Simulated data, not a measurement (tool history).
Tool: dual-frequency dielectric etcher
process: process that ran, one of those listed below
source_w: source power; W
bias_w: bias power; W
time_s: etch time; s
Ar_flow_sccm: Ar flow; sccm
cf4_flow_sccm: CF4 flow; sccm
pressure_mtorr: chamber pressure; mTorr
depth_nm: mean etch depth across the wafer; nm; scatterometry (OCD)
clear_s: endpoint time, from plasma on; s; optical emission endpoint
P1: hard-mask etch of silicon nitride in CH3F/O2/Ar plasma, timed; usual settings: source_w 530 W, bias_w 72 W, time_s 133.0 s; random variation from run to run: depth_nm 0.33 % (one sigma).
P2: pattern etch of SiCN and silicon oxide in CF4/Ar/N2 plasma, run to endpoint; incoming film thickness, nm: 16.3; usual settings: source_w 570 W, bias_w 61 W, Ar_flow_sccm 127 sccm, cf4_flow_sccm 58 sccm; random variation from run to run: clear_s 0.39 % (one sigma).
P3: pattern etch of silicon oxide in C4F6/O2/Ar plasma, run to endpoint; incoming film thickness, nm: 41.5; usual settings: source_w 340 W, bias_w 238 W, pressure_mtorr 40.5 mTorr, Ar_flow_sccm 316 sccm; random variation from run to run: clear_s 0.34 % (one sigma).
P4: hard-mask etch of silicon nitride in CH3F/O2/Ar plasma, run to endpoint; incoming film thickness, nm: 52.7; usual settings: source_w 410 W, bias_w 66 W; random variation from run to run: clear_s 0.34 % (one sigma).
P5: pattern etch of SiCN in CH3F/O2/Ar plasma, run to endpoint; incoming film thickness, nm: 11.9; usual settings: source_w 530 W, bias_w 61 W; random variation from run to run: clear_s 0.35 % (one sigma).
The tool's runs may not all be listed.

run 1 hour=12.2 | process=P1 source_w=530 bias_w=72 time_s=133.0 | depth_nm=101.920
run 2 hour=21.0 | process=P1 source_w=530 bias_w=72 time_s=133.0 | depth_nm=102.370
run 3 hour=28.6 | process=P1 source_w=380 bias_w=72 time_s=133.0 | depth_nm=89.894
run 4 hour=40.5 | process=P2 source_w=730 bias_w=61 Ar_flow_sccm=127 cf4_flow_sccm=58 | clear_s=13.303
run 5 hour=51.1 | process=P1 source_w=640 bias_w=72 time_s=76.0 | depth_nm=62.679
run 6 hour=61.7 | process=P1 source_w=530 bias_w=72 time_s=75.5 | depth_nm=57.654
run 7 hour=67.9 | process=P4 source_w=410 bias_w=92 | clear_s=70.641
run 8 hour=79.7 | process=P5 source_w=350 bias_w=61 | clear_s=36.246
run 9 hour=89.0 | process=P1 source_w=530 bias_w=59 time_s=133.0 | depth_nm=95.643
run 10 hour=96.9 | process=P2 source_w=570 bias_w=61 Ar_flow_sccm=167 cf4_flow_sccm=58 | clear_s=17.405
run 11 hour=105.2 | process=P3 source_w=340 bias_w=238 Ar_flow_sccm=316 pressure_mtorr=49.0 | clear_s=14.050
-- hour=111.5 wet clean of the chamber
run 12 hour=113.2 | process=P1 source_w=530 bias_w=102 time_s=133.0 | depth_nm=114.960
run 13 hour=123.0 | process=P1 source_w=350 bias_w=72 time_s=94.5 | depth_nm=61.716
run 14 hour=135.9 | process=P4 source_w=260 bias_w=66 | clear_s=93.981
run 15 hour=148.4 | process=P1 source_w=530 bias_w=72 time_s=133.0 | depth_nm=101.810
run 16 hour=156.3 | process=P3 source_w=340 bias_w=238 Ar_flow_sccm=316 pressure_mtorr=40.5 | clear_s=13.729
-- hour=163.3 source power generator calibrated
run 17 hour=168.2 | process=P2 source_w=570 bias_w=61 Ar_flow_sccm=127 cf4_flow_sccm=58 | clear_s=16.671
run 18 hour=177.4 | process=P2 source_w=570 bias_w=36 Ar_flow_sccm=127 cf4_flow_sccm=58 | clear_s=19.724
run 19 hour=188.0 | process=P3 source_w=400 bias_w=238 Ar_flow_sccm=316 pressure_mtorr=40.5 | clear_s=12.956
run 20 hour=199.7 | process=P2 source_w=570 bias_w=61 Ar_flow_sccm=127 cf4_flow_sccm=58 | clear_s=16.560
run 21 hour=212.3 | process=P5 source_w=530 bias_w=85 | clear_s=27.557
run 22 hour=219.5 | process=P1 source_w=530 bias_w=72 time_s=133.0 | depth_nm=101.770
run 23 hour=229.0 | process=P5 source_w=530 bias_w=61 | clear_s=30.898
run 24 hour=235.7 | process=P1 source_w=530 bias_w=72 time_s=133.0 | depth_nm=102.080
run 25 hour=248.5 | process=P1 source_w=410 bias_w=48 time_s=133.0 | depth_nm=81.133
run 26 hour=260.7 | process=P1 source_w=690 bias_w=72 time_s=133.0 | depth_nm=113.110
run 27 hour=273.4 | process=P3 source_w=340 bias_w=326 Ar_flow_sccm=316 pressure_mtorr=40.5 | clear_s=12.309
run 28 hour=284.8 | process=P4 source_w=410 bias_w=66 | clear_s=78.821
run 29 hour=290.7 | process=P1 source_w=530 bias_w=72 time_s=196.0 | depth_nm=149.940
run 30 hour=299.7 | process=P2 source_w=570 bias_w=61 Ar_flow_sccm=127 cf4_flow_sccm=74 | clear_s=15.824
run 31 hour=312.8 | process=P3 source_w=340 bias_w=238 Ar_flow_sccm=201 pressure_mtorr=40.5 | clear_s=13.085
run 32 hour=318.5 | process=P1 source_w=530 bias_w=72 time_s=133.0 | depth_nm=101.840
run 33 hour=330.9 | process=P1 source_w=530 bias_w=72 time_s=133.0 | depth_nm=102.350
run 34 hour=339.3 | process=P1 source_w=530 bias_w=72 time_s=133.0 | depth_nm=103.080
run 35 hour=351.0 | process=P1 source_w=530 bias_w=72 time_s=133.0 | depth_nm=102.830
run 36 hour=362.1 | process=P1 source_w=530 bias_w=72 time_s=133.0 | depth_nm=103.870
run 37 hour=370.4 | process=P1 source_w=530 bias_w=72 time_s=133.0 | depth_nm=103.820
run 38 hour=379.7 | process=P1 source_w=530 bias_w=72 time_s=133.0 | depth_nm=103.610
-- hour=386.4 wet clean of the chamber
run 39 hour=387.8 | process=P1 source_w=530 bias_w=72 time_s=133.0 | depth_nm=104.120
run 40 hour=397.7 | process=P1 source_w=530 bias_w=72 time_s=133.0 | depth_nm=103.740
run 41 hour=409.4 | process=P1 source_w=530 bias_w=72 time_s=133.0 | depth_nm=103.310

What P1 gives has crept away from where it was. These 2 causes fit the log equally well, each at the size given:
A: bias power that arrives over what is set, % = 4.97
B: source power that arrives over what is set, % = 4.38
The creep began at about hour 318.5.
Why every other cause is out:
chamber walls in a state that raises the etch rate, %: serviced at hour 386.4, which brought nothing back

4 check runs are offered, each on 2 wafers whose results are averaged, their results left as question marks. Which one tells the causes apart?
run check 1 hour=421.1 | process=P5 source_w=530 bias_w=83 | clear_s=?
run check 2 hour=421.1 | process=P3 source_w=340 bias_w=321 Ar_flow_sccm=261 pressure_mtorr=40.5 | clear_s=?
run check 3 hour=421.1 | process=P2 source_w=570 bias_w=38 Ar_flow_sccm=127 cf4_flow_sccm=58 | clear_s=?
run check 4 hour=421.1 | process=P4 source_w=280 bias_w=86 | clear_s=?

What each check would give under each cause:
check=check_1 result=clear_s if_A=27.384 if_B=27.420
check=check_2 result=clear_s if_A=11.914 if_B=11.929
check=check_3 result=clear_s if_A=19.055 if_B=18.613
check=check_4 result=clear_s if_A=81.857 if_B=82.005
How far apart the two closest causes lie, in the result that separates them most: check 1 0.13 %; check 2 0.12 %; check 3 2.35 %; check 4 0.18 %
Only check 3 tells the causes apart: in the others they would give nearly the same result.

Check 3 was then run and gave: clear_s 19.016 s. Which cause is it?

It is A: bias power that arrives over what is set, %.
